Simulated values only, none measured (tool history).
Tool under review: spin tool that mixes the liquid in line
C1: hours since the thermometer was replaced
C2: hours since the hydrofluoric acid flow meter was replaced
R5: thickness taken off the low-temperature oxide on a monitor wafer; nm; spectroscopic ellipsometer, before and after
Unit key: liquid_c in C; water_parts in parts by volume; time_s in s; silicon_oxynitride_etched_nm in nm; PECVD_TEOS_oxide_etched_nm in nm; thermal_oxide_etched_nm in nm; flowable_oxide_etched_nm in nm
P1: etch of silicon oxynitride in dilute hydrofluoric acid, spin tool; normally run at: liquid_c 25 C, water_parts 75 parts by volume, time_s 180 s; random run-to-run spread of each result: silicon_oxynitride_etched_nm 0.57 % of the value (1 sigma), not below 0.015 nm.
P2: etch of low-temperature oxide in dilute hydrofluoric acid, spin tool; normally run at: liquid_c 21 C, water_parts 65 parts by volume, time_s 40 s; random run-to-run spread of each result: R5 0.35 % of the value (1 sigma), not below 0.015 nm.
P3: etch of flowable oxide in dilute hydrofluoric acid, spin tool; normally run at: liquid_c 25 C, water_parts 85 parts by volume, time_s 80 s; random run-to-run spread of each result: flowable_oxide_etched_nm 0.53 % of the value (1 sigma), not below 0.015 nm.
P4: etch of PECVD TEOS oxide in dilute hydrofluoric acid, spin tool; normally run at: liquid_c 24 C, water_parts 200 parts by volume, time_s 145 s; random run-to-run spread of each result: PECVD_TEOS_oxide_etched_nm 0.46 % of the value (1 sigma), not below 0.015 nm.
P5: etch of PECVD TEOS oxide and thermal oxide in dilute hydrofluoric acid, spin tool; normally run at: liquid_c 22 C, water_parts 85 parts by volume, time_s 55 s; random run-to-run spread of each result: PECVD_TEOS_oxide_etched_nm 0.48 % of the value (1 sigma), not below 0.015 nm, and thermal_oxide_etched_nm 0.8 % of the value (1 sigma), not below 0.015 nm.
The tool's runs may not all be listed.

Run 1, hour 7.4: process P1, liquid_c 25 C, water_parts 75 parts by volume, time_s 180 s; C1 516.8; C2 867.7. Result: silicon_oxynitride_etched_nm 5.8016 nm.
Run 2, hour 11.1: process P4, liquid_c 24 C, water_parts 200 parts by volume, time_s 260 s; C1 520.5; C2 871.4. Result: PECVD_TEOS_oxide_etched_nm 33.089 nm.
Run 3, hour 18.5: process P1, liquid_c 25 C, water_parts 115 parts by volume, time_s 180 s; C1 527.9; C2 878.8. Result: silicon_oxynitride_etched_nm 3.6383 nm.
Run 4, hour 23.5: process P1, liquid_c 25 C, water_parts 75 parts by volume, time_s 180 s; C1 532.9; C2 883.8. Result: silicon_oxynitride_etched_nm 5.7915 nm.
Run 5, hour 27.8: process P5, liquid_c 22 C, water_parts 85 parts by volume, time_s 55 s; C1 537.2; C2 888.1. Result: PECVD_TEOS_oxide_etched_nm 6.0902 nm, thermal_oxide_etched_nm 2.8535 nm.
Run 6, hour 32.4: process P4, liquid_c 17 C, water_parts 200 parts by volume, time_s 145 s; C1 541.8; C2 892.7. Result: PECVD_TEOS_oxide_etched_nm 14.049 nm.
Run 7, hour 39.4: process P3, liquid_c 25 C, water_parts 85 parts by volume, time_s 145 s; C1 548.8; C2 899.7. Result: flowable_oxide_etched_nm 100.46 nm.
Run 8, hour 44.4: process P1, liquid_c 25 C, water_parts 75 parts by volume, time_s 300 s; C1 553.8; C2 904.7. Result: silicon_oxynitride_etched_nm 9.6576 nm.
Run 9, hour 48.5: process P1, liquid_c 25 C, water_parts 75 parts by volume, time_s 180 s; C1 557.9; C2 908.8. Result: silicon_oxynitride_etched_nm 5.7684 nm.
Run 10, hour 54.3: process P2, liquid_c 17 C, water_parts 65 parts by volume, time_s 40 s; C1 563.7; C2 914.6. Result: R5 9.2312 nm.
Run 11, hour 60.3: process P5, liquid_c 22 C, water_parts 45 parts by volume, time_s 55 s; C1 569.7; C2 920.6. Result: PECVD_TEOS_oxide_etched_nm 12.123 nm, thermal_oxide_etched_nm 5.7518 nm.
Run 12, hour 63.8: process P5, liquid_c 17 C, water_parts 85 parts by volume, time_s 55 s; C1 573.2; C2 924.1. Result: PECVD_TEOS_oxide_etched_nm 4.9321 nm, thermal_oxide_etched_nm 2.3321 nm.
Run 13, hour 68.3: process P1, liquid_c 25 C, water_parts 20 parts by volume, time_s 180 s; C1 577.7; C2 928.6. Result: silicon_oxynitride_etched_nm 22.618 nm.
Run 14, hour 75.6: process P1, liquid_c 18 C, water_parts 75 parts by volume, time_s 180 s; C1 585; C2 935.9. Result: silicon_oxynitride_etched_nm 4.1249 nm.
Run 15, hour 80.7: process P1, liquid_c 25 C, water_parts 75 parts by volume, time_s 180 s; C1 590.1; C2 941. Result: silicon_oxynitride_etched_nm 5.7884 nm.
Run 16, hour 87.5: process P4, liquid_c 24 C, water_parts 200 parts by volume, time_s 145 s; C1 596.9; C2 947.8. Result: PECVD_TEOS_oxide_etched_nm 18.345 nm.
Run 17, hour 94.7: process P2, liquid_c 21 C, water_parts 65 parts by volume, time_s 40 s; C1 604.1; C2 955. Result: R5 10.918 nm.
Run 18, hour 102.2: process P3, liquid_c 25 C, water_parts 25 parts by volume, time_s 80 s; C1 611.6; C2 962.5. Result: flowable_oxide_etched_nm 203.9 nm.
Run 19, hour 108.2: process P3, liquid_c 25 C, water_parts 85 parts by volume, time_s 80 s; C1 617.6; C2 968.5. Result: flowable_oxide_etched_nm 56.073 nm.
Run 20, hour 111.9: process P1, liquid_c 29.5 C, water_parts 75 parts by volume, time_s 180 s; C1 621.3; C2 972.2. Result: silicon_oxynitride_etched_nm 7.1881 nm.
Run 21, hour 117.6: process P1, liquid_c 25 C, water_parts 75 parts by volume, time_s 180 s; C1 627; C2 977.9. Result: silicon_oxynitride_etched_nm 5.829 nm.
Run 22, hour 122.1: process P5, liquid_c 22 C, water_parts 85 parts by volume, time_s 55 s; C1 631.5; C2 982.4. Result: PECVD_TEOS_oxide_etched_nm 6.1309 nm, thermal_oxide_etched_nm 2.9168 nm.
Run 23, hour 126.6: process P1, liquid_c 25 C, water_parts 75 parts by volume, time_s 45 s; C1 636; C2 986.9. Result: silicon_oxynitride_etched_nm 1.4645 nm.
Run 24, hour 131.2: process P2, liquid_c 21 C, water_parts 65 parts by volume, time_s 15 s; C1 640.6; C2 991.5. Result: R5 4.0562 nm.
Run 25, hour 137.2: process P3, liquid_c 21 C, water_parts 85 parts by volume, time_s 80 s; C1 646.6; C2 997.5. Result: flowable_oxide_etched_nm 47.271 nm.
Run 26, hour 144.5: process P5, liquid_c 22 C, water_parts 85 parts by volume, time_s 25 s; C1 653.9; C2 1004.8. Result: PECVD_TEOS_oxide_etched_nm 2.7772 nm, thermal_oxide_etched_nm 1.3066 nm.
Run 27, hour 148.2: process P3, liquid_c 25 C, water_parts 85 parts by volume, time_s 80 s; C1 657.6; C2 1008.5. Result: flowable_oxide_etched_nm 55.914 nm.
Run 28, hour 154.4: process P4, liquid_c 24 C, water_parts 320 parts by volume, time_s 145 s; C1 663.8; C2 1014.7. Result: PECVD_TEOS_oxide_etched_nm 10.233 nm.
Run 29, hour 160.5: process P2, liquid_c 21 C, water_parts 65 parts by volume, time_s 40 s; C1 669.9; C2 1020.8. Result: R5 10.941 nm.
Run 30, hour 167.5: process P2, liquid_c 21 C, water_parts 40 parts by volume, time_s 40 s; C1 676.9; C2 1027.8. Result: R5 18.288 nm.
Run 31, hour 174.2: process P1, liquid_c 29 C, water_parts 125 parts by volume, time_s 180 s; C1 683.6; C2 1034.5. Result: silicon_oxynitride_etched_nm 3.9949 nm.
Run 32, hour 180.1: process P1, liquid_c 25 C, water_parts 75 parts by volume, time_s 180 s; C1 689.5; C2 1040.4. Result: silicon_oxynitride_etched_nm 5.8196 nm.
Run 33, hour 183.8: process P1, liquid_c 25 C, water_parts 75 parts by volume, time_s 180 s; C1 693.2; C2 1044.1. Result: silicon_oxynitride_etched_nm 5.8011 nm.
Run 34, hour 191.3: process P1, liquid_c 25 C, water_parts 75 parts by volume, time_s 180 s; C1 700.7; C2 1051.6. Result: silicon_oxynitride_etched_nm 6.0713 nm.
Run 35, hour 197.2: process P1, liquid_c 25 C, water_parts 75 parts by volume, time_s 180 s; C1 706.6; C2 1057.5. Result: silicon_oxynitride_etched_nm 6.2647 nm.
Run 36, hour 201: process P1, liquid_c 25 C, water_parts 75 parts by volume, time_s 180 s; C1 710.4; C2 1061.3. Result: silicon_oxynitride_etched_nm 6.2955 nm.
Run 37, hour 206.8: process P1, liquid_c 25 C, water_parts 75 parts by volume, time_s 180 s; C1 716.2; C2 1067.1. Result: silicon_oxynitride_etched_nm 6.3305 nm.
Run 38, hour 212: process P1, liquid_c 25 C, water_parts 75 parts by volume, time_s 180 s; C1 721.4; C2 1072.3. Result: silicon_oxynitride_etched_nm 6.3506 nm.
Run 39, hour 218.9: process P1, liquid_c 25 C, water_parts 75 parts by volume, time_s 180 s; C1 728.3; C2 1079.2. Result: silicon_oxynitride_etched_nm 6.4081 nm.
Run 40, hour 224.7: process P1, liquid_c 25 C, water_parts 75 parts by volume, time_s 180 s; C1 734.1; C2 1085. Result: silicon_oxynitride_etched_nm 6.3925 nm.
Run 41, hour 228.9: process P1, liquid_c 25 C, water_parts 75 parts by volume, time_s 180 s; C1 738.3; C2 1089.2. Result: silicon_oxynitride_etched_nm 6.4075 nm.
Run 42, hour 233.7: process P1, liquid_c 25 C, water_parts 75 parts by volume, time_s 180 s; C1 743.1; C2 1094. Result: silicon_oxynitride_etched_nm 6.4548 nm.
Run 43, hour 239.9: process P1, liquid_c 25 C, water_parts 75 parts by volume, time_s 180 s; C1 749.3; C2 1100.2. Result: silicon_oxynitride_etched_nm 6.4295 nm.

What P1 gives has crept off from where it sat before. The 2 causes that follow fit the log equally well, each at the size noted:
A: hydrofluoric acid flow above the setpoint (%) = 10.6
B: liquid hotter than its thermometer reads (K) = 2.28
The drift started at roughly hour 183.8.

Consider the 4 single-wafer check runs listed below, results given as question marks: which one distinguishes between the causes by giving clearly different results for each?
Run check 1, hour 246.1: process P4, liquid_c 24 C, water_parts 305 parts by volume, time_s 145 s. Result: PECVD_TEOS_oxide_etched_nm ?.
Run check 2, hour 246.1: process P2, liquid_c 17 C, water_parts 65 parts by volume, time_s 20 s. Result: R5 ?.
Run check 3, hour 246.1: process P3, liquid_c 25 C, water_parts 25 parts by volume, time_s 145 s. Result: flowable_oxide_etched_nm ?.
Run check 4, hour 246.1: process P5, liquid_c 17 C, water_parts 85 parts by volume, time_s 55 s. Result: PECVD_TEOS_oxide_etched_nm ?, thermal_oxide_etched_nm ?.

What each check would give under each cause:
  check                      result    if A    if B
check 1  PECVD_TEOS_oxide_etched_nm  12.355  11.733
check 2                          R5   5.126  5.0735
check 3    flowable_oxide_etched_nm  413.64  409.56
check 4  PECVD_TEOS_oxide_etched_nm  5.5427  5.4688
check 4     thermal_oxide_etched_nm   2.598  2.5633
Minimum pairwise separation of causes per check, each pair taken at its best-separating result: check 1 5.16 %; check 2 1.03 %; check 3 0.99 %; check 4 1.34 %
Only check 1 tells the causes apart: in the others they would give nearly the same result.

Check 1 has now been run. It gave: PECVD_TEOS_oxide_etched_nm 12.361 nm. Which of the candidate causes is it?

The cause is A: hydrofluoric acid flow above the setpoint (%).
